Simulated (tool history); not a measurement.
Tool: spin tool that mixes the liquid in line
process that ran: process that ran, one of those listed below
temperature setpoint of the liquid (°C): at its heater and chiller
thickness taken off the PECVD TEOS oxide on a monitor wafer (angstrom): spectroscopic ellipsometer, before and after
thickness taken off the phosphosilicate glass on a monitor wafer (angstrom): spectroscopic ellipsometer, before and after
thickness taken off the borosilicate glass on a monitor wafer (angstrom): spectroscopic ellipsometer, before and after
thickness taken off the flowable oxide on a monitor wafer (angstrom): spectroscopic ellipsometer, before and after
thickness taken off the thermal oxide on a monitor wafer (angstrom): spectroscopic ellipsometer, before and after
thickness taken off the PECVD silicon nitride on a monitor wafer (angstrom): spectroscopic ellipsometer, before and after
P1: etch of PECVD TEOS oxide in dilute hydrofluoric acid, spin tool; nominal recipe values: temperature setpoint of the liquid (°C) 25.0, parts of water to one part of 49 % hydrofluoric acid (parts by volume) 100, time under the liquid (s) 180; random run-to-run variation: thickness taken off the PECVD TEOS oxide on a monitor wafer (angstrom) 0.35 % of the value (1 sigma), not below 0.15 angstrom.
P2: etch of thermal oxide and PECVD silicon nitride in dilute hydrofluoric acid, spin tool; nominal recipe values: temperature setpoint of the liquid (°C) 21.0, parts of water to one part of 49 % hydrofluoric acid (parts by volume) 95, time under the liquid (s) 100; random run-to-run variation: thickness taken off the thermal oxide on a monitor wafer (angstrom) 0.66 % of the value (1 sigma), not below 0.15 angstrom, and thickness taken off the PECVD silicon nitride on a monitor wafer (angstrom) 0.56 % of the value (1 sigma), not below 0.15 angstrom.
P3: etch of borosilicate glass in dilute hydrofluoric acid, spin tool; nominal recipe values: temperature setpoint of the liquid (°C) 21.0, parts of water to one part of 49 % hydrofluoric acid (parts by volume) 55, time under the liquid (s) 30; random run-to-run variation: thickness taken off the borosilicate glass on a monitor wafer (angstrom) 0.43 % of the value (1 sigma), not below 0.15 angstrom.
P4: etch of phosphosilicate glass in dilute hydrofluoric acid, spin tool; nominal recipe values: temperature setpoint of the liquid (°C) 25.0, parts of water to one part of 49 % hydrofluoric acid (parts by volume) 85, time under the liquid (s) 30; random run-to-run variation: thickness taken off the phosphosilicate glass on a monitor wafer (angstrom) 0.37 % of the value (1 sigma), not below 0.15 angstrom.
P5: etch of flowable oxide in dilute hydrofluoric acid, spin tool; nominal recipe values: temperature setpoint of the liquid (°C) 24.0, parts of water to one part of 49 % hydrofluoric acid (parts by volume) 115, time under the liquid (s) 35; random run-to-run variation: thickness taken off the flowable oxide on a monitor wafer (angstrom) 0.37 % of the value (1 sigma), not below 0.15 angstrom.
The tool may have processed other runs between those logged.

| run | hour | process that ran | temperature setpoint of the liquid (°C) | parts of water to one part of 49 % hydrofluoric acid (parts by volume) | time under the liquid (s) | thickness taken off the PECVD TEOS oxide on a monitor wafer (angstrom) | thickness taken off the phosphosilicate glass on a monitor wafer (angstrom) | thickness taken off the borosilicate glass on a monitor wafer (angstrom) | thickness taken off the flowable oxide on a monitor wafer (angstrom) | thickness taken off the thermal oxide on a monitor wafer (angstrom) | thickness taken off the PECVD silicon nitride on a monitor wafer (angstrom) |
|---|---|---|---|---|---|---|---|---|---|---|---|
| 1 | 15.3 | P1 | 25.0 | 100 | 180 | 191.470 |  |  |  |  |  |
| 2 | 27.1 | P1 | 33.0 | 100 | 320 | 463.700 |  |  |  |  |  |
| 3 | 35.6 | P4 | 21.0 | 85 | 30 |  | 470.27 |  |  |  |  |
| 4 | 46.4 | P3 | 21.0 | 55 | 15 |  |  | 47.075 |  |  |  |
| 5 | 57.9 | P5 | 24.0 | 115 | 35 |  |  |  | 117.430 |  |  |
| 6 | 76.5 | P5 | 24.0 | 115 | 35 |  |  |  | 118.200 |  |  |
| 7 | 93.1 | P4 | 25.0 | 85 | 15 |  | 277.12 |  |  |  |  |
| 8 | 110.6 | P1 | 25.0 | 25 | 180 | 840.450 |  |  |  |  |  |
| 9 | 126.3 | P1 | 25.0 | 100 | 350 | 372.960 |  |  |  |  |  |
| 10 | 143.5 | P4 | 25.0 | 85 | 30 |  | 553.21 |  |  |  |  |
| 11 | 155.0 | P2 | 17.0 | 95 | 100 |  |  |  |  | 39.419 | 36.283 |
| 12 | 165.5 | P2 | 21.0 | 95 | 35 |  |  |  |  | 16.224 | 16.707 |
| 13 | 181.4 | P1 | 25.0 | 100 | 180 | 191.570 |  |  |  |  |  |
| 14 | 197.6 | P1 | 20.5 | 100 | 40 | 35.696 |  |  |  |  |  |
| 15 | 210.4 | P5 | 24.0 | 165 | 35 |  |  |  | 77.384 |  |  |
| 16 | 220.6 | P1 | 25.0 | 165 | 180 | 107.160 |  |  |  |  |  |
| 17 | 231.5 | P4 | 25.0 | 45 | 30 |  | 1109.40 |  |  |  |  |
| 18 | 239.9 | P1 | 29.5 | 100 | 180 | 228.350 |  |  |  |  |  |
| 19 | 248.5 | P5 | 24.0 | 115 | 55 |  |  |  | 185.540 |  |  |
| 20 | 261.7 | P3 | 21.0 | 20 | 30 |  |  | 270.640 |  |  |  |
| 21 | 279.2 | P1 | 25.0 | 100 | 180 | 191.100 |  |  |  |  |  |
| 22 | 294.6 | P2 | 21.0 | 20 | 100 |  |  |  |  | 246.560 | 215.140 |
| 23 | 312.8 | P1 | 25.0 | 100 | 180 | 191.780 |  |  |  |  |  |
| 24 | 326.8 | P1 | 25.0 | 100 | 60 | 64.058 |  |  |  |  |  |
| 25 | 339.0 | P3 | 28.5 | 55 | 30 |  |  | 128.890 |  |  |  |
| 26 | 350.8 | P1 | 25.0 | 100 | 180 | 192.320 |  |  |  |  |  |
| 27 | 367.3 | P2 | 21.0 | 95 | 100 |  |  |  |  | 47.149 | 47.901 |
| 28 | 380.8 | P3 | 21.0 | 55 | 30 |  |  | 94.089 |  |  |  |
| 29 | 389.6 | P1 | 25.0 | 100 | 180 | 192.450 |  |  |  |  |  |
| 30 | 401.2 | P5 | 29.0 | 115 | 35 |  |  |  | 142.610 |  |  |
| 31 | 416.0 | P1 | 20.5 | 100 | 180 | 160.180 |  |  |  |  |  |
| 32 | 426.7 | P1 | 25.0 | 100 | 180 | 193.350 |  |  |  |  |  |
| 33 | 436.2 | P2 | 21.0 | 95 | 100 |  |  |  |  | 47.232 | 47.498 |
| 34 | 444.3 | P1 | 25.0 | 100 | 180 | 191.880 |  |  |  |  |  |
| 35 | 461.3 | P1 | 25.0 | 100 | 180 | 184.840 |  |  |  |  |  |
| 36 | 479.2 | P1 | 25.0 | 100 | 180 | 180.790 |  |  |  |  |  |
| 37 | 496.8 | P1 | 25.0 | 100 | 180 | 179.290 |  |  |  |  |  |
| 38 | 514.7 | P1 | 25.0 | 100 | 180 | 176.890 |  |  |  |  |  |
| 39 | 530.0 | P1 | 25.0 | 100 | 180 | 177.860 |  |  |  |  |  |
| 40 | 541.8 | P1 | 25.0 | 100 | 180 | 177.260 |  |  |  |  |  |
| 41 | 558.2 | P1 | 25.0 | 100 | 180 | 175.690 |  |  |  |  |  |
| 42 | 570.6 | P1 | 25.0 | 100 | 180 | 176.480 |  |  |  |  |  |
| 43 | 584.4 | P1 | 25.0 | 100 | 180 | 175.360 |  |  |  |  |  |

P1 has crept away from where it was. The log is fitted equally well by each of these 2 causes, at the sizes shown:
A: hydrofluoric acid flow below the setpoint (%) = 7.25
B: liquid colder than its thermometer reads (K) = 2.15
The drift started at roughly hour 444.3.

Each of the 4 check runs below uses one wafer; its results are left as question marks. Which run tells the causes apart?
| check 1 | 598.2 | P4 | 25.0 | 55 | 30 |  | ? |  |  |  |  |
| check 2 | 598.2 | P5 | 24.0 | 115 | 50 |  |  |  | ? |  |  |
| check 3 | 598.2 | P3 | 28.0 | 55 | 15 |  |  | ? |  |  |  |
| check 4 | 598.2 | P2 | 17.0 | 95 | 60 |  |  |  |  | ? | ? |

Expected result of each check under each candidate cause:
| check | result | if A | if B |
|---|---|---|---|
| check 1 | thickness taken off the phosphosilicate glass on a monitor wafer (angstrom) | 822.31 | 816.47 |
| check 2 | thickness taken off the flowable oxide on a monitor wafer (angstrom) | 154.740 | 154.870 |
| check 3 | thickness taken off the borosilicate glass on a monitor wafer (angstrom) | 58.144 | 57.878 |
| check 4 | thickness taken off the thermal oxide on a monitor wafer (angstrom) | 21.948 | 21.756 |
| check 4 | thickness taken off the PECVD silicon nitride on a monitor wafer (angstrom) | 20.165 | 18.640 |
How far apart the two closest causes lie, in the result that separates them most: check 1 0.71 %; check 2 0.09 %; check 3 0.46 %; check 4 7.86 %
Of the check runs offered, only check 4 discriminates between the causes; the rest would read about the same regardless of which cause applies.

After running check 4, the following was obtained: thickness taken off the thermal oxide on a monitor wafer (angstrom) 21.926; thickness taken off the PECVD silicon nitride on a monitor wafer (angstrom) 20.237. Which cause does this point to?

The correct cause is A, namely: hydrofluoric acid flow below the setpoint (%).
